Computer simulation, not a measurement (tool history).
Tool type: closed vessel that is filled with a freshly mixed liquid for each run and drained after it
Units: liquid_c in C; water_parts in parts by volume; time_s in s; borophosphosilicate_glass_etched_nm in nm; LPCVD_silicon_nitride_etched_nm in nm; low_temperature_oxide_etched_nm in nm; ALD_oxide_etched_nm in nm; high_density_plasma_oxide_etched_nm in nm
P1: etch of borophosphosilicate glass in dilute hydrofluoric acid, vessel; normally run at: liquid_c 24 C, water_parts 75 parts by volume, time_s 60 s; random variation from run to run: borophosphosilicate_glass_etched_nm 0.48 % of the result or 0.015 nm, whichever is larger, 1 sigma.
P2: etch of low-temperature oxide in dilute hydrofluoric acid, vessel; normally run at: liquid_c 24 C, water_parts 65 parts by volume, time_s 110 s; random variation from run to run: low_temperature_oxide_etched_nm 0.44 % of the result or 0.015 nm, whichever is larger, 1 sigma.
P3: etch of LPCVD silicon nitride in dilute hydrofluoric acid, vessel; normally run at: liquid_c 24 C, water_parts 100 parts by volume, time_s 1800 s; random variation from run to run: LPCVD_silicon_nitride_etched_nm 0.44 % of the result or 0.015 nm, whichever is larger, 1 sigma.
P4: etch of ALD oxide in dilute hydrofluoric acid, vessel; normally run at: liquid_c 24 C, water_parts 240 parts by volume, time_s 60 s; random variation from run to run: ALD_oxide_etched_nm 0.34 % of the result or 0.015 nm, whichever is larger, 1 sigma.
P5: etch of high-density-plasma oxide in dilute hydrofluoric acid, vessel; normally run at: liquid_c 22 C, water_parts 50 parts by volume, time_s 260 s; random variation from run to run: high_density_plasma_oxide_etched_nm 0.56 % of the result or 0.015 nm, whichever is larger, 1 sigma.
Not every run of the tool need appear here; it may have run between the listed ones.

run,hour,process,liquid_c,water_parts,time_s,hours since the thermometer was replaced,hours since the hydrofluoric acid flow meter was replaced,borophosphosilicate_glass_etched_nm,LPCVD_silicon_nitride_etched_nm,low_temperature_oxide_etched_nm,ALD_oxide_etched_nm,high_density_plasma_oxide_etched_nm
1,16.3,P1,24,75,60,327.9,1180,27.765,,,,
2,26.2,P3,19,100,1800,337.8,1189.9,,7.4433,,,
3,37.5,P2,24,25,110,349.1,1201.2,,,112.27,,
4,53.2,P1,24,75,60,364.8,1216.9,27.769,,,,
5,64.4,P1,24,115,60,376,1228.1,17.119,,,,
6,76.4,P1,19,75,60,388,1240.1,22.588,,,,
7,85.9,P2,24,65,110,397.5,1249.6,,,40.689,,
8,95.8,P1,24,75,60,407.4,1259.5,27.702,,,,
9,110.9,P4,24,240,60,422.5,1274.6,,,,6.8247,
10,127.4,P1,24,75,115,439,1291.1,53.27,,,,
11,135.6,P2,17,65,110,447.2,1299.3,,,30.499,,
# hour 151.6: hydrofluoric acid flow meter replaced
12,152.2,P1,24,75,60,463.8,0.7,27.766,,,,
13,166.4,P1,24,75,60,478,14.9,27.877,,,,
14,177.5,P1,32,75,60,489.1,26,37.975,,,,
15,192.8,P4,24,240,115,504.4,41.3,,,,13.122,
16,203.9,P3,24,100,460,515.5,52.4,,2.6935,,,
17,215.6,P1,24,20,60,527.2,64.1,111.74,,,,
18,225.3,P5,22,50,260,536.9,73.8,,,,,35.938
19,240.4,P2,24,65,185,552,88.9,,,68.865,,
20,250.2,P1,24,75,30,561.8,98.7,13.867,,,,
21,260.2,P5,22,50,450,571.8,108.7,,,,,62.15
22,270.2,P4,24,55,60,581.8,118.7,,,,37.237,
23,285.7,P5,17,50,260,597.3,134.2,,,,,29.353
24,302.1,P4,24,240,60,613.7,150.6,,,,6.8684,
25,321.1,P2,24,65,110,632.7,169.6,,,41.009,,
26,333.1,P3,24,100,1800,644.7,181.6,,10.494,,,
27,348.5,P5,22,50,260,660.1,197,,,,,36.111
28,364,P3,24,100,1800,675.6,212.5,,10.467,,,
29,377,P1,30,75,35,688.6,225.5,20.249,,,,
30,391.4,P3,24,170,1800,703,239.9,,6.2259,,,
31,406.9,P1,24,75,60,718.5,255.4,27.663,,,,
32,415.4,P1,24,125,90,727,263.9,23.506,,,,
33,434.1,P5,22,20,260,745.7,282.6,,,,,94.388
34,443.7,P4,30,240,60,755.3,292.2,,,,8.4745,
35,460.4,P1,24,75,60,772,308.9,27.768,,,,
36,477.9,P1,24,75,60,789.5,326.4,28.356,,,,
37,489.5,P1,24,75,60,801.1,338,28.551,,,,
38,504.8,P1,24,75,60,816.4,353.3,28.727,,,,
39,523.4,P1,24,75,60,835,371.9,29.128,,,,
40,536,P1,24,75,60,847.6,384.5,29.114,,,,
41,554.8,P1,24,75,60,866.4,403.3,29.249,,,,
42,564.4,P1,24,75,60,876,412.9,29.167,,,,
43,577.9,P1,24,75,60,889.5,426.4,29.373,,,,
44,591.8,P1,24,75,60,903.4,440.3,29.609,,,,
45,608.1,P1,24,75,60,919.7,456.6,29.415,,,,

P1 has crept away from where it was. The log is fitted equally well by each of these 2 causes, at the sizes shown:
A: liquid hotter than its thermometer reads (K) = 1.52
B: hydrofluoric acid flow above the setpoint (%) = 5.73
Onset of the creep was near hour 460.4.

Each of the 4 check runs below uses one wafer; its results are left as question marks. Which run tells the causes apart?
check 1,624.4,P5,22,20,375,,,,,,,?
check 2,624.4,P4,24,80,110,,,,,,?,
check 3,624.4,P3,24,140,1800,,,,?,,,
check 4,624.4,P2,20.5,65,110,,,,,?,,

If the cause were each of the candidates in turn, the checks would give the following:
check,result,if A,if B
check 1,high_density_plasma_oxide_etched_nm,145.4,144.26
check 2,ALD_oxide_etched_nm,48.176,48.204
check 3,LPCVD_silicon_nitride_etched_nm,8.3009,7.9539
check 4,low_temperature_oxide_etched_nm,37.795,37.669
Distance between the nearest two causes, measured in the result of the check that separates them most: check 1 0.78 %; check 2 0.06 %; check 3 4.27 %; check 4 0.34 %
The causes can be told apart only by check 3. The other checks would give nearly the same results under each of them.

Check 3 was carried out, with these results: LPCVD_silicon_nitride_etched_nm 8.3458 nm. Which of the listed causes is responsible?

A is the cause: liquid hotter than its thermometer reads (K).
